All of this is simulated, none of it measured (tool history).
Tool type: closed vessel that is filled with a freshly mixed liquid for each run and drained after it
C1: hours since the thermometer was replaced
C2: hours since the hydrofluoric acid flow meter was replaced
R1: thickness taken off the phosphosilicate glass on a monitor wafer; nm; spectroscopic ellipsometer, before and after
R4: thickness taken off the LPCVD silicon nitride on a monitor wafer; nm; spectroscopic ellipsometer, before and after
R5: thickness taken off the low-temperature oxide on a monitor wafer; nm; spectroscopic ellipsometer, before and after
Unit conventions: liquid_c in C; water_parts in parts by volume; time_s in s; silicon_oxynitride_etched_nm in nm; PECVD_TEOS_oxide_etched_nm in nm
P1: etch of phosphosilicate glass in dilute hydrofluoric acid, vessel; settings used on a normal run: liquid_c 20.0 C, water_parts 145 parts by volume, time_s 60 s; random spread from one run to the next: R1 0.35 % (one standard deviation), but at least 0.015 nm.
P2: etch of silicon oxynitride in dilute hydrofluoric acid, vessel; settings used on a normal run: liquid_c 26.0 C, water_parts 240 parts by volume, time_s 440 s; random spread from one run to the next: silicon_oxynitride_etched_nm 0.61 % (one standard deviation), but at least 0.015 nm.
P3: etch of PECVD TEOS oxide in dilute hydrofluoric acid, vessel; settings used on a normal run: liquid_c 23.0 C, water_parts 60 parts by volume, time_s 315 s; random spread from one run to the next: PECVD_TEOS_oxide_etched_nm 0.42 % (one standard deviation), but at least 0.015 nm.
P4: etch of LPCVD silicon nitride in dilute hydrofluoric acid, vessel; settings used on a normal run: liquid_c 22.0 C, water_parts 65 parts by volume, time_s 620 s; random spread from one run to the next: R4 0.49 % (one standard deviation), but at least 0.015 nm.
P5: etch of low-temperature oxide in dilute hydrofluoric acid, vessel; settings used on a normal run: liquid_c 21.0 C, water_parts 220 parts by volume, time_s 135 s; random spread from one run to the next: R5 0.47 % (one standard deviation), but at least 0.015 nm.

{"run": 1, "day": 0.458, "process": "P1", "liquid_c": 20.0, "water_parts": 145, "time_s": 60, "C1": 1061.3, "C2": 153.0, "R1": 40.409}
{"run": 2, "day": 1.071, "process": "P1", "liquid_c": 20.0, "water_parts": 145, "time_s": 60, "C1": 1076.0, "C2": 167.7, "R1": 40.44}
{"run": 3, "day": 1.454, "process": "P2", "liquid_c": 26.0, "water_parts": 390, "time_s": 440, "C1": 1085.2, "C2": 176.9, "silicon_oxynitride_etched_nm": 3.0908}
{"run": 4, "day": 1.758, "process": "P1", "liquid_c": 20.0, "water_parts": 145, "time_s": 30, "C1": 1092.5, "C2": 184.2, "R1": 20.393}
{"run": 5, "day": 2.154, "process": "P3", "liquid_c": 23.0, "water_parts": 60, "time_s": 315, "C1": 1102.0, "C2": 193.7, "PECVD_TEOS_oxide_etched_nm": 52.678}
{"run": 6, "day": 2.692, "process": "P1", "liquid_c": 17.0, "water_parts": 145, "time_s": 60, "C1": 1114.9, "C2": 206.6, "R1": 36.058}
{"run": 7, "day": 3.108, "process": "P1", "liquid_c": 20.0, "water_parts": 145, "time_s": 90, "C1": 1124.9, "C2": 216.6, "R1": 60.881}
{"run": 8, "day": 3.5, "process": "P4", "liquid_c": 22.0, "water_parts": 110, "time_s": 620, "C1": 1134.3, "C2": 226.0, "R4": 2.6868}
{"run": 9, "day": 3.925, "process": "P2", "liquid_c": 31.0, "water_parts": 240, "time_s": 440, "C1": 1144.5, "C2": 236.2, "silicon_oxynitride_etched_nm": 6.8368}
{"run": 10, "day": 4.504, "process": "P4", "liquid_c": 22.0, "water_parts": 65, "time_s": 620, "C1": 1158.4, "C2": 250.1, "R4": 4.5167}
{"run": 11, "day": 5.038, "process": "P1", "liquid_c": 20.0, "water_parts": 240, "time_s": 105, "C1": 1171.2, "C2": 262.9, "R1": 39.123}
{"run": 12, "day": 5.592, "process": "P3", "liquid_c": 28.5, "water_parts": 60, "time_s": 315, "C1": 1184.5, "C2": 276.2, "PECVD_TEOS_oxide_etched_nm": 64.687}
{"run": 13, "day": 5.912, "process": "P5", "liquid_c": 21.0, "water_parts": 220, "time_s": 45, "C1": 1192.2, "C2": 283.9, "R5": 3.3137}
{"run": 14, "day": 6.588, "process": "P1", "liquid_c": 20.0, "water_parts": 145, "time_s": 60, "C1": 1208.4, "C2": 300.1, "R1": 40.47}
{"run": 15, "day": 6.975, "process": "P1", "liquid_c": 25.0, "water_parts": 145, "time_s": 60, "C1": 1217.7, "C2": 309.4, "R1": 49.293}
{"run": 16, "day": 7.458, "process": "P4", "liquid_c": 22.0, "water_parts": 65, "time_s": 30, "C1": 1229.3, "C2": 321.0, "R4": 0.22326}
{"run": 17, "day": 7.929, "process": "P2", "liquid_c": 26.0, "water_parts": 240, "time_s": 35, "C1": 1240.6, "C2": 332.3, "silicon_oxynitride_etched_nm": 0.42992}
{"run": 18, "day": 8.567, "process": "P5", "liquid_c": 21.0, "water_parts": 220, "time_s": 135, "C1": 1255.9, "C2": 347.6, "R5": 9.8361}
{"run": 19, "day": 8.871, "process": "P1", "liquid_c": 20.0, "water_parts": 35, "time_s": 60, "C1": 1263.2, "C2": 354.9, "R1": 189.78}
{"run": 20, "day": 9.508, "process": "P5", "liquid_c": 17.0, "water_parts": 220, "time_s": 135, "C1": 1278.5, "C2": 370.2, "R5": 8.5064}
{"run": 21, "day": 9.888, "process": "P1", "liquid_c": 20.0, "water_parts": 145, "time_s": 60, "C1": 1287.6, "C2": 379.3, "R1": 40.698}
{"run": 22, "day": 10.192, "process": "P2", "liquid_c": 26.0, "water_parts": 240, "time_s": 440, "C1": 1294.9, "C2": 386.6, "silicon_oxynitride_etched_nm": 5.6624}
{"run": 23, "day": 10.617, "process": "P5", "liquid_c": 21.0, "water_parts": 330, "time_s": 135, "C1": 1305.1, "C2": 396.8, "R5": 5.9578}
{"run": 24, "day": 11.208, "process": "P1", "liquid_c": 20.0, "water_parts": 220, "time_s": 60, "C1": 1319.3, "C2": 411.0, "R1": 24.771}
{"run": 25, "day": 11.512, "process": "P2", "liquid_c": 26.0, "water_parts": 240, "time_s": 440, "C1": 1326.6, "C2": 418.3, "silicon_oxynitride_etched_nm": 5.6215}
{"run": 26, "day": 12.062, "process": "P4", "liquid_c": 17.0, "water_parts": 65, "time_s": 620, "C1": 1339.8, "C2": 431.5, "R4": 3.1957}
{"run": 27, "day": 12.538, "process": "P4", "liquid_c": 22.0, "water_parts": 65, "time_s": 620, "C1": 1351.2, "C2": 442.9, "R4": 4.5305}
{"run": 28, "day": 13.046, "process": "P3", "liquid_c": 23.0, "water_parts": 60, "time_s": 460, "C1": 1363.4, "C2": 455.1, "PECVD_TEOS_oxide_etched_nm": 76.782}
{"run": 29, "day": 13.475, "process": "P1", "liquid_c": 17.0, "water_parts": 145, "time_s": 105, "C1": 1373.7, "C2": 465.4, "R1": 62.758}
{"run": 30, "day": 14.079, "process": "P3", "liquid_c": 23.0, "water_parts": 30, "time_s": 315, "C1": 1388.2, "C2": 479.9, "PECVD_TEOS_oxide_etched_nm": 108.94}
{"run": 31, "day": 14.396, "process": "P1", "liquid_c": 20.0, "water_parts": 145, "time_s": 60, "C1": 1395.8, "C2": 487.5, "R1": 40.505}
{"run": 32, "day": 14.996, "process": "P1", "liquid_c": 20.0, "water_parts": 145, "time_s": 60, "C1": 1410.2, "C2": 501.9, "R1": 38.975}
{"run": 33, "day": 15.446, "process": "P1", "liquid_c": 20.0, "water_parts": 145, "time_s": 60, "C1": 1421.0, "C2": 512.7, "R1": 38.303}
{"run": 34, "day": 15.962, "process": "P1", "liquid_c": 20.0, "water_parts": 145, "time_s": 60, "C1": 1433.4, "C2": 525.1, "R1": 37.855}
{"run": 35, "day": 16.529, "process": "P1", "liquid_c": 20.0, "water_parts": 145, "time_s": 60, "C1": 1447.0, "C2": 538.7, "R1": 37.306}
{"run": 36, "day": 16.892, "process": "P1", "liquid_c": 20.0, "water_parts": 145, "time_s": 60, "C1": 1455.7, "C2": 547.4, "R1": 37.309}
{"run": 37, "day": 17.438, "process": "P1", "liquid_c": 20.0, "water_parts": 145, "time_s": 60, "C1": 1468.8, "C2": 560.5, "R1": 37.244}
{"run": 38, "day": 17.925, "process": "P1", "liquid_c": 20.0, "water_parts": 145, "time_s": 60, "C1": 1480.5, "C2": 572.2, "R1": 37.071}
{"run": 39, "day": 18.512, "process": "P1", "liquid_c": 20.0, "water_parts": 145, "time_s": 60, "C1": 1494.6, "C2": 586.3, "R1": 37.318}

P1 no longer gives what it gave before; its output has crept away from where it was. The following 2 causes, each at its listed size, fit the log equally well:
A: liquid colder than its thermometer reads (K) = 2.25
B: hydrofluoric acid flow below the setpoint (%) = 7.52
Creep in the process output first set in at about day 14.396.

Of the 4 check runs listed below, each run on one wafer and each result written as a question mark, which would let you distinguish the listed causes because they would give clearly different results?
{"run": "check 1", "day": 19.1, "process": "P4", "liquid_c": 22.0, "water_parts": 65, "time_s": 620, "R4": "?"}
{"run": "check 2", "day": 19.1, "process": "P3", "liquid_c": 23.0, "water_parts": 60, "time_s": 315, "PECVD_TEOS_oxide_etched_nm": "?"}
{"run": "check 3", "day": 19.1, "process": "P2", "liquid_c": 26.0, "water_parts": 240, "time_s": 440, "silicon_oxynitride_etched_nm": "?"}
{"run": "check 4", "day": 19.1, "process": "P5", "liquid_c": 21.0, "water_parts": 220, "time_s": 135, "R5": "?"}

What each check would give under each cause:
check=check_1 result=R4 if_A=3.87760 if_B=4.19090
check=check_2 result=PECVD_TEOS_oxide_etched_nm if_A=47.735 if_B=48.170
check=check_3 result=silicon_oxynitride_etched_nm if_A=5.05500 if_B=5.07680
check=check_4 result=R5 if_A=9.0724 if_B=8.9856
Gap, in per cent, between the two causes that each check separates least, read from the result that separates them most: check 1 7.77 %; check 2 0.91 %; check 3 0.43 %; check 4 0.96 %
The causes can be told apart only by check 1. The other checks would give nearly the same results under each of them.

Then check 1 was run and gave: R4 3.87660 nm. Which cause is it?

Of the candidate causes, it is A: liquid colder than its thermometer reads (K).

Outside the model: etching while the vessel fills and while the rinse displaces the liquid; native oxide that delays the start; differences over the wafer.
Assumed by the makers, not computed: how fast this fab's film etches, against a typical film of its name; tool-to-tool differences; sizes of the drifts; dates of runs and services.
